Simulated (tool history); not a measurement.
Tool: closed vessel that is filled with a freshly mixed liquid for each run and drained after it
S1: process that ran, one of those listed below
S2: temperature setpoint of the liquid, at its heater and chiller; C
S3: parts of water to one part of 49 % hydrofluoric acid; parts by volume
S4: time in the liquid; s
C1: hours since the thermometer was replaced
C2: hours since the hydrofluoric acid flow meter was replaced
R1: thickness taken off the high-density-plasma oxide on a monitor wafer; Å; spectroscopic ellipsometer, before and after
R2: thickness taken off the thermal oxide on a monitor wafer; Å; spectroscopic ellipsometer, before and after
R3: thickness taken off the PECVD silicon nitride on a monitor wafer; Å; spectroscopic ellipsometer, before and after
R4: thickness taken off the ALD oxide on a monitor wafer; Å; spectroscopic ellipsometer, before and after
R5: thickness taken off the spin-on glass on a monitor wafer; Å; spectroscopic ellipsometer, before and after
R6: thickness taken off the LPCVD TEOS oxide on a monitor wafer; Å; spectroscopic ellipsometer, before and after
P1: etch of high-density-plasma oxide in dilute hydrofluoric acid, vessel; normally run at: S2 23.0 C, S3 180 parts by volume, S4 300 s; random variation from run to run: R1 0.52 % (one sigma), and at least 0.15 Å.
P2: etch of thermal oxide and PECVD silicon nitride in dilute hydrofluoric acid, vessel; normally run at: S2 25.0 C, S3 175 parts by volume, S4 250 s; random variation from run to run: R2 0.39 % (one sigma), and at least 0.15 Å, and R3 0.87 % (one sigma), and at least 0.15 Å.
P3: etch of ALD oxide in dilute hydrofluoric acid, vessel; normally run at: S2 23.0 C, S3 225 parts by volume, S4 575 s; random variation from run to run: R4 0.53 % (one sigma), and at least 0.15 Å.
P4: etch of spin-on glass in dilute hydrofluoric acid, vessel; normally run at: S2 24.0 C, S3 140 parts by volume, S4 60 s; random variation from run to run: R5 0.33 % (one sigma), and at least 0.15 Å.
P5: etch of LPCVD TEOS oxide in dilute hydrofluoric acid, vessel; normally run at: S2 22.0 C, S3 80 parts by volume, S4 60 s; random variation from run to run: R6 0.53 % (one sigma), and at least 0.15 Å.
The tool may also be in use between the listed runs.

run,hour,S1,S2,S3,S4,C1,C2,R1,R2,R3,R4,R5,R6
1,14.4,P1,23.0,180,300,1011.0,383.8,166.910,,,,,
2,28.8,P1,23.0,180,475,1025.4,398.2,265.780,,,,,
3,41.7,P1,23.0,180,300,1038.3,411.1,167.120,,,,,
4,53.0,P1,30.0,180,515,1049.6,422.4,370.500,,,,,
5,64.9,P2,25.0,65,250,1061.5,434.3,,203.580,70.622,,,
6,80.1,P3,23.0,225,115,1076.7,449.5,,,,93.373,,
7,90.8,P4,24.0,140,60,1087.4,460.2,,,,,129.640,
8,101.4,P1,28.0,180,300,1098.0,470.8,200.480,,,,,
9,115.8,P1,23.0,180,300,1112.4,485.2,168.300,,,,,
10,131.0,P3,17.0,225,575,1127.6,500.4,,,,374.150,,
11,145.6,P1,23.0,180,300,1142.2,515.0,167.650,,,,,
12,158.9,P4,18.0,140,60,1155.5,528.3,,,,,103.040,
13,170.1,P1,23.0,180,300,1166.7,539.5,167.750,,,,,
14,180.1,P1,23.0,180,300,1176.7,549.5,169.000,,,,,
15,189.6,P4,24.0,140,60,1186.2,559.0,,,,,130.680,
16,197.1,P4,24.0,140,30,1193.7,566.5,,,,,65.671,
17,206.7,P1,27.5,180,435,1203.3,576.1,286.830,,,,,
18,215.2,P1,23.0,75,300,1211.8,584.6,453.180,,,,,
19,231.5,P1,23.0,255,300,1228.1,600.9,110.000,,,,,
20,247.5,P5,22.0,80,60,1244.1,616.9,,,,,,252.69
21,258.9,P2,25.0,175,250,1255.5,628.3,,66.418,26.887,,,
22,269.6,P5,22.0,80,30,1266.2,639.0,,,,,,128.61
23,282.8,P2,19.0,175,250,1279.4,652.2,,52.199,17.704,,,
24,293.5,P5,26.5,80,60,1290.1,662.9,,,,,,303.67
25,310.0,P1,23.0,180,150,1306.6,679.4,83.792,,,,,
26,323.8,P5,22.0,135,60,1320.4,693.2,,,,,,142.04
27,336.8,P3,23.0,225,575,1333.4,706.2,,,,470.990,,
28,353.9,P1,19.0,180,300,1350.5,723.3,142.660,,,,,
29,369.9,P1,27.5,280,300,1366.5,739.3,113.050,,,,,
30,379.7,P3,23.0,335,575,1376.3,749.1,,,,284.540,,
31,393.8,P2,25.0,175,250,1390.4,763.2,,66.142,27.217,,,
32,406.3,P4,24.0,235,60,1402.9,775.7,,,,,70.158,
33,423.0,P2,25.0,175,375,1419.6,792.4,,99.434,40.264,,,
34,437.5,P1,23.0,180,300,1434.1,806.9,168.620,,,,,
35,445.2,P1,23.0,180,300,1441.8,814.6,165.010,,,,,
36,456.6,P1,23.0,180,300,1453.2,826.0,161.520,,,,,
37,471.2,P1,23.0,180,300,1467.8,840.6,160.990,,,,,
38,483.3,P1,23.0,180,300,1479.9,852.7,159.250,,,,,
39,497.0,P1,23.0,180,300,1493.6,866.4,158.510,,,,,
40,512.9,P1,23.0,180,300,1509.5,882.3,158.490,,,,,
41,522.2,P1,23.0,180,300,1518.8,891.6,158.410,,,,,
42,535.2,P1,23.0,180,300,1531.8,904.6,159.490,,,,,

What P1 gives has crept away from where it was. These 2 causes fit the log equally well, each at the size given:
A: liquid colder than its thermometer reads (K) = 1.49
B: hydrofluoric acid flow below the setpoint (%) = 4.61
The creep began at about hour 437.5.

4 check runs are offered, each on 3 wafers whose results are averaged, their results left as question marks. Which one tells the causes apart?
check 1,548.2,P3,17.0,295,575,,,,,,?,,
check 2,548.2,P4,24.0,235,35,,,,,,,?,
check 3,548.2,P5,22.0,125,60,,,,,,,,?
check 4,548.2,P2,19.0,175,250,,,,?,?,,,

What each check would give under each cause:
check,result,if A,if B
check 1,R4,254.650,254.140
check 2,R5,38.655,38.478
check 3,R6,145.94,146.75
check 4,R2,49.355,49.550
check 4,R3,16.321,17.235
How far apart the two closest causes lie, in the result that separates them most: check 1 0.2 %; check 2 0.46 %; check 3 0.55 %; check 4 5.45 %
Only check 4 tells the causes apart: in the others they would give nearly the same result.

Then check 4 was run and gave: R2 49.435 Å; R3 17.422 Å. Which cause is it?

It is B: hydrofluoric acid flow below the setpoint (%).
